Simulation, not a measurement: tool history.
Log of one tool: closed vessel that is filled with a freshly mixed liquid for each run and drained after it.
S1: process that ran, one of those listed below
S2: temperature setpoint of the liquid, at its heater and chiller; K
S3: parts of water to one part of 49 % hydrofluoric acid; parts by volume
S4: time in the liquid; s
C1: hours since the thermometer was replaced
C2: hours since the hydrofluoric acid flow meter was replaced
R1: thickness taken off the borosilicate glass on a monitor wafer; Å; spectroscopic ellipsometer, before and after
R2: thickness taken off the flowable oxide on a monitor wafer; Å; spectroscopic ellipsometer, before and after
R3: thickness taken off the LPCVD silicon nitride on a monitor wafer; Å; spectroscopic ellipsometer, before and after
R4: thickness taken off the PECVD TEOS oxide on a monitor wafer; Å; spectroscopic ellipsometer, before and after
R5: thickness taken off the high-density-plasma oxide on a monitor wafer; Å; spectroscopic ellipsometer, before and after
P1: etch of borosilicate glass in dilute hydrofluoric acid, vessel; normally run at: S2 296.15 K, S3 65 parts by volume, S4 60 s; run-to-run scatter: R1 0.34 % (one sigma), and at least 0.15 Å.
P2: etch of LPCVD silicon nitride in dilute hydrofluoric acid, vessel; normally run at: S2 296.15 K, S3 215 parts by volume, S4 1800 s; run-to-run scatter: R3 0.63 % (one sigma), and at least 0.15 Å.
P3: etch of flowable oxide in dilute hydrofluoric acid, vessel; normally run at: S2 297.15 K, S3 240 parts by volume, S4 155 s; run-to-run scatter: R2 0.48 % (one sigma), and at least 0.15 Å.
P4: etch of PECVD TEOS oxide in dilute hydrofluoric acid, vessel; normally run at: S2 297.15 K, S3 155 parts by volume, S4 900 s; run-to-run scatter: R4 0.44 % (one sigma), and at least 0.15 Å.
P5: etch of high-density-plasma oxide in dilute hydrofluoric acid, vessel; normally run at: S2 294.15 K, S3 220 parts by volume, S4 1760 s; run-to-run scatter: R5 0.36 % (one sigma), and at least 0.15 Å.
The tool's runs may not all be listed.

run	hour	S1	S2	S3	S4	C1	C2	R1	R2	R3	R4	R5
1	7.9	P1	296.15	65	60	315.9	857.8	350.52				
2	24.4	P3	304.15	240	155	332.4	874.3		338.35			
3	41.3	P1	296.15	65	60	349.3	891.2	349.07				
4	54.3	P2	290.15	215	1800	362.3	904.2			25.355		
5	65.3	P2	296.15	215	1800	373.3	915.2			37.507		
6	77.0	P2	296.15	390	1800	385.0	926.9			20.911		
7	94.0	P1	296.15	90	30	402.0	943.9	123.46				
8	110.2	P1	302.15	65	60	418.2	960.1	445.80				
9	126.3	P1	290.15	65	60	434.3	976.2	273.18				
10	142.2	P1	296.15	65	60	450.2	992.1	350.81				
11	154.6	P4	297.15	50	900	462.6	1004.5				2021.200	
12	172.1	P4	297.15	155	110	480.1	1022.0				69.959	
13	182.0	P5	294.15	220	1760	490.0	1031.9					315.79
14	190.5	P5	294.15	45	1760	498.5	1040.4					1873.20
15	202.9	P2	296.15	215	1800	510.9	1052.8			36.851		
16	218.9	P1	301.65	30	60	526.9	1068.8	1007.30				
17	230.6	P2	296.15	215	3475	538.6	1080.5			72.271		
18	241.0	P5	294.15	220	2565	549.0	1090.9					458.77
19	250.1	P4	297.15	155	900	558.1	1100.0				573.710	
20	260.1	P1	296.15	65	60	568.1	1110.0	349.35				
21	272.4	P1	296.15	65	60	580.4	1122.3	349.16				
22	286.9	P1	296.15	65	115	594.9	1136.8	670.00				
23	297.4	P1	296.15	20	60	605.4	1147.3	1209.10				
24	308.3	P1	296.15	65	30	616.3	1158.2	176.11				
25	325.3	P3	297.15	60	155	633.3	1175.2		1327.30			
26	335.5	P1	296.15	90	60	643.5	1185.4	245.49				
27	350.4	P3	297.15	240	155	658.4	1200.3		268.40			

The next listed run, before its measurement:
28	359.6	P3	297.15	240	280	667.6	1209.5		?			

R2: 484.20 Å
